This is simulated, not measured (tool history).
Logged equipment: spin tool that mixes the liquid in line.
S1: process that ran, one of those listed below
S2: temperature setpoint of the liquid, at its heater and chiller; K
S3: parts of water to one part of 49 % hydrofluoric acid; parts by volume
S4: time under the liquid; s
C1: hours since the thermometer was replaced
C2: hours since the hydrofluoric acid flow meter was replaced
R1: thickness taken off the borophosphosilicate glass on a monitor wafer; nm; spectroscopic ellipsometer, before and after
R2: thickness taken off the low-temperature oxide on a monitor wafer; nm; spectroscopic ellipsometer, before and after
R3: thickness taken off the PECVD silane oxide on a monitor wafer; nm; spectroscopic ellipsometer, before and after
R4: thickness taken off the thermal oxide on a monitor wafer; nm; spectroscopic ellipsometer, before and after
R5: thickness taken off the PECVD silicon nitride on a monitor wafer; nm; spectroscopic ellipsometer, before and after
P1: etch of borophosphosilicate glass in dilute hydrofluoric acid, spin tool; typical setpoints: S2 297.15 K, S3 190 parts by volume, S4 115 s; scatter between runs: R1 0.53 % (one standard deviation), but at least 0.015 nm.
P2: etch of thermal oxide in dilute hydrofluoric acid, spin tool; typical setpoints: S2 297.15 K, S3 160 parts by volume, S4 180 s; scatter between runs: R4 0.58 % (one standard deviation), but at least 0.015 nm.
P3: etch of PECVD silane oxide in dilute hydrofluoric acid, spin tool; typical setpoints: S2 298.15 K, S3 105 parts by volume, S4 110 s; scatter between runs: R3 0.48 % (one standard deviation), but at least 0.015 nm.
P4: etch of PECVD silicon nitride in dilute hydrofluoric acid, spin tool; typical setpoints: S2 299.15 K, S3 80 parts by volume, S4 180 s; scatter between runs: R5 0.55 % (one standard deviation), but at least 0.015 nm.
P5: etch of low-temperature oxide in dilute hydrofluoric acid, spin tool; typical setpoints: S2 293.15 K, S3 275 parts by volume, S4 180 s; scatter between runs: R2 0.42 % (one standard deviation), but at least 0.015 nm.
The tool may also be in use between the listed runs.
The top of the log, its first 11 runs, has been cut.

| run | hour | S1 | S2 | S3 | S4 | C1 | C2 | R1 | R2 | R3 | R4 | R5 |
|---|---|---|---|---|---|---|---|---|---|---|---|---|
| 12 | 160.1 | P4 | 299.15 | 80 | 180 | 1373.9 | 1288 |  |  |  |  | 6.7229 |
| 13 | 173.8 | P1 | 303.65 | 190 | 115 | 1387.6 | 1301.7 | 23.514 |  |  |  |  |
| 14 | 188.5 | P1 | 297.15 | 190 | 55 | 1402.3 | 1316.4 | 8.8751 |  |  |  |  |
| 15 | 203.8 | P4 | 299.15 | 35 | 180 | 1417.6 | 1331.7 |  |  |  |  | 15.4 |
| 16 | 221.5 | P2 | 297.15 | 160 | 180 | 1435.3 | 1349.4 |  |  |  | 4.9581 |  |
| 17 | 237.5 | P4 | 299.15 | 80 | 180 | 1451.3 | 1365.4 |  |  |  |  | 6.7799 |
| 18 | 251.1 | P5 | 293.15 | 275 | 95 | 1464.9 | 1379 |  | 8.6952 |  |  |  |
| 19 | 259.7 | P1 | 297.15 | 345 | 115 | 1473.5 | 1387.6 | 8.7768 |  |  |  |  |
| 20 | 273.4 | P3 | 298.15 | 105 | 110 | 1487.2 | 1401.3 |  |  | 50.342 |  |  |
| 21 | 289.7 | P1 | 301.65 | 40 | 115 | 1503.5 | 1417.6 | 126.74 |  |  |  |  |
| 22 | 302.2 | P1 | 297.15 | 190 | 115 | 1516 | 1430.1 | 18.447 |  |  |  |  |
| 23 | 318 | P4 | 299.15 | 80 | 365 | 1531.8 | 1445.9 |  |  |  |  | 13.837 |
| 24 | 330.3 | P1 | 291.65 | 55 | 115 | 1544.1 | 1458.2 | 59.692 |  |  |  |  |
|  | 330.7 | thermometer replaced |
| 25 | 338.5 | P1 | 297.15 | 190 | 115 | 7.8 | 1466.4 | 18.603 |  |  |  |  |
| 26 | 349.4 | P5 | 293.15 | 275 | 180 | 18.7 | 1477.3 |  | 16.558 |  |  |  |
| 27 | 363.4 | P3 | 298.15 | 65 | 110 | 32.7 | 1491.3 |  |  | 85.138 |  |  |
| 28 | 374.3 | P3 | 298.15 | 105 | 15 | 43.6 | 1502.2 |  |  | 6.9433 |  |  |
| 29 | 388.3 | P1 | 297.15 | 190 | 115 | 57.6 | 1516.2 | 18.423 |  |  |  |  |

Expected results for the next run?
| 30 | 405.6 | P1 | 297.15 | 190 | 115 | 74.9 | 1533.5 | ? |  |  |  |  |

For run 30 the tool returned R1 18.466 nm.
